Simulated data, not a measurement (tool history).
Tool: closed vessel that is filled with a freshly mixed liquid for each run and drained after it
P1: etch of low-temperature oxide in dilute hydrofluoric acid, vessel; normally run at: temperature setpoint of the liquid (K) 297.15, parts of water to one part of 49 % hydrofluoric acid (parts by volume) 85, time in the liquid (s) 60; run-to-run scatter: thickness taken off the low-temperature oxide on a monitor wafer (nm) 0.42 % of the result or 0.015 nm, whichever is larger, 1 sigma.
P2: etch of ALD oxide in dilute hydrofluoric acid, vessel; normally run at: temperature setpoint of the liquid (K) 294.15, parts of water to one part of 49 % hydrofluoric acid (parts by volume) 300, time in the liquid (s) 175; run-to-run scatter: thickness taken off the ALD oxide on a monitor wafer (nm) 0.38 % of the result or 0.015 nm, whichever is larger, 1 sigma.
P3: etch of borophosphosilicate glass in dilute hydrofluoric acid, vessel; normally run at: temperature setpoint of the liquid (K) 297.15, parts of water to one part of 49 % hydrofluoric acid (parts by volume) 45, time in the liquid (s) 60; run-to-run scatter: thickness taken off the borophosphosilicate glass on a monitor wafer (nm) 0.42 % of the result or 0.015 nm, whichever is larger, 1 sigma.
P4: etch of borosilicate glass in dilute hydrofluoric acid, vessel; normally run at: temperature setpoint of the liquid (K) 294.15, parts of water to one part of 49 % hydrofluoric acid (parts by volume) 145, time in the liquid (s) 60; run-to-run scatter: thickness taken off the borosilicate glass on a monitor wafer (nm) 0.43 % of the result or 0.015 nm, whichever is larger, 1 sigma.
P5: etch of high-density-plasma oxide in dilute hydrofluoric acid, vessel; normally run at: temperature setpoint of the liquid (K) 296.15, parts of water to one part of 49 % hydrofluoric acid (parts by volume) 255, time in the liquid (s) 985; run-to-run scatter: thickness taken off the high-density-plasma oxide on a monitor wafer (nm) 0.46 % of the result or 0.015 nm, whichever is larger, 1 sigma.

run   hour  process that ran  temperature setpoint of the liquid (K)  parts of water to one part of 49 % hydrofluoric acid (parts by volume)  time in the liquid (s)  hours since the thermometer was replaced  hours since the hydrofluoric acid flow meter was replaced  thickness taken off the low-temperature oxide on a monitor wafer (nm)  thickness taken off the ALD oxide on a monitor wafer (nm)  thickness taken off the borophosphosilicate glass on a monitor wafer (nm)  thickness taken off the borosilicate glass on a monitor wafer (nm)  thickness taken off the high-density-plasma oxide on a monitor wafer (nm)
  1    6.4                P1                                  297.15                                                                      85                      60                                     630.8                                                      394.1                                                                13.4410
  2   12.2                P1                                  297.15                                                                      55                      60                                     636.6                                                      399.9                                                                21.6190
  3   22.1                P1                                  297.15                                                                      85                      60                                     646.5                                                      409.8                                                                13.5240
  4   30.8                P2                                  294.15                                                                     540                     175                                     655.2                                                      418.5                                                                                                                            5.9713
      31.3  -- hydrofluoric acid flow meter replaced
  5   37.5                P2                                  294.15                                                                     300                     250                                     661.9                                                        6.3                                                                                                                           18.8630
  6   47.7                P3                                  297.15                                                                      45                      60                                     672.1                                                       16.5                                                                                                                                                                                                      107.010
  7   56.5                P1                                  290.65                                                                      85                      90                                     680.9                                                       25.3                                                                15.5260
  8   63.9                P1                                  297.15                                                                      85                      60                                     688.3                                                       32.7                                                                13.5260
  9   73.8                P4                                  294.15                                                                     145                      60                                     698.2                                                       42.6                                                                                                                                                                                                                                                                          13.3910
 10   81.3                P5                                  296.15                                                                     255                     985                                     705.7                                                       50.1                                                                                                                                                                                                                                                                                                                                                      20.702
 11   89.6                P1                                  297.15                                                                      85                      60                                     714.0                                                       58.4                                                                13.5760
 12   97.0                P5                                  296.15                                                                     255                     985                                     721.4                                                       65.8                                                                                                                                                                                                                                                                                                                                                      20.607
 13  105.2                P3                                  297.15                                                                      20                      60                                     729.6                                                       74.0                                                                                                                                                                                                      249.260
 14  115.1                P1                                  301.65                                                                      85                      60                                     739.5                                                       83.9                                                                16.1190
 15  123.9                P3                                  292.15                                                                      45                      60                                     748.3                                                       92.7                                                                                                                                                                                                       87.177
 16  131.2                P1                                  297.15                                                                     125                      60                                     755.6                                                      100.0                                                                 8.7474
 17  141.0                P2                                  294.15                                                                     300                     175                                     765.4                                                      109.8                                                                                                                           13.1720
 18  154.3                P5                                  296.15                                                                      55                     985                                     778.7                                                      123.1                                                                                                                                                                                                                                                                                                                                                     120.550
 19  163.5                P4                                  294.15                                                                     220                      60                                     787.9                                                      132.3                                                                                                                                                                                                                                                                           8.1865
 20  174.8                P4                                  294.15                                                                     145                     110                                     799.2                                                      143.6                                                                                                                                                                                                                                                                          24.7170
 21  181.9                P2                                  294.15                                                                     300                     175                                     806.3                                                      150.7                                                                                                                           13.2300
 22  191.2                P3                                  297.15                                                                      45                      30                                     815.6                                                      160.0                                                                                                                                                                                                       54.056
 23  200.0                P2                                  302.65                                                                     300                     175                                     824.4                                                      168.8                                                                                                                           17.5600
 24  213.0                P1                                  297.15                                                                      85                      30                                     837.4                                                      181.8                                                                 6.7520
 25  221.6                P1                                  293.65                                                                      85                      60                                     846.0                                                      190.4                                                                11.7300
 26  229.3                P4                                  299.65                                                                     145                      60                                     853.7                                                      198.1                                                                                                                                                                                                                                                                          16.5840
 27  240.9                P1                                  297.15                                                                      85                      60                                     865.3                                                      209.7                                                                13.5460
 28  248.6                P1                                  297.15                                                                      85                      60                                     873.0                                                      217.4                                                                13.5810
 29  256.1                P3                                  297.15                                                                      45                      60                                     880.5                                                      224.9                                                                                                                                                                                                      107.630
 30  267.9                P1                                  297.15                                                                      85                      95                                     892.3                                                      236.7                                                                21.3830
 31  276.7                P5                                  296.15                                                                     255                    1830                                     901.1                                                      245.5                                                                                                                                                                                                                                                                                                                                                      38.346
 32  285.0                P5                                  290.65                                                                     255                     985                                     909.4                                                      253.8                                                                                                                                                                                                                                                                                                                                                      16.919
 33  298.1                P1                                  297.15                                                                      85                      60                                     922.5                                                      266.9                                                                13.4530
 34  305.2                P1                                  297.15                                                                      85                      60                                     929.6                                                      274.0                                                                13.8490
 35  314.5                P1                                  297.15                                                                      85                      60                                     938.9                                                      283.3                                                                14.0250
 36  327.7                P1                                  297.15                                                                      85                      60                                     952.1                                                      296.5                                                                14.2770
 37  334.9                P1                                  297.15                                                                      85                      60                                     959.3                                                      303.7                                                                14.4080
 38  343.2                P1                                  297.15                                                                      85                      60                                     967.6                                                      312.0                                                                14.4980
 39  352.3                P1                                  297.15                                                                      85                      60                                     976.7                                                      321.1                                                                14.5500
 40  359.8                P1                                  297.15                                                                      85                      60                                     984.2                                                      328.6                                                                14.4670
 41  366.4                P1                                  297.15                                                                      85                      60                                     990.8                                                      335.2                                                                14.4980
 42  377.2                P1                                  297.15                                                                      85                      60                                    1001.6                                                      346.0                                                                14.6150

What P1 gives has crept away from where it was. These 2 causes fit the log equally well, each at the size given:
A: hydrofluoric acid flow above the setpoint (%) = 6.91
B: liquid hotter than its thermometer reads (K) = 1.86
The creep began at about hour 298.1.

4 check runs are offered, one wafer each, their results left as question marks. Which one tells the causes apart?
check 1  388.0                P4                                  298.65                                                                     145                      60                                                                                                                                                                                                                                                                                                                                                                                     ?
check 2  388.0                P5                                  296.15                                                                     120                    1395                                                                                                                                                                                                                                                                                                                                                                                                                                                                ?
check 3  388.0                P2                                  301.15                                                                     530                     175                                                                                                                                                                                                                                      ?
check 4  388.0                P3                                  297.15                                                                      25                      30                                                                                                                                                                                                                                                                                                                 ?

What each check would give under each cause:
  check                                                                     result     if A     if B
check 1         thickness taken off the borosilicate glass on a monitor wafer (nm)  17.3060  17.1610
check 2  thickness taken off the high-density-plasma oxide on a monitor wafer (nm)   77.620   77.368
check 3                  thickness taken off the ALD oxide on a monitor wafer (nm)   8.3930   8.0337
check 4  thickness taken off the borophosphosilicate glass on a monitor wafer (nm)  106.400  107.310
How far apart the two closest causes lie, in the result that separates them most: check 1 0.84 %; check 2 0.33 %; check 3 4.38 %; check 4 0.85 %
Check 3 tells the causes apart: in the others they would give nearly the same result.

Check 3 was then run and gave: thickness taken off the ALD oxide on a monitor wafer (nm) 8.0480. Which cause is it?

It is B: liquid hotter than its thermometer reads (K).
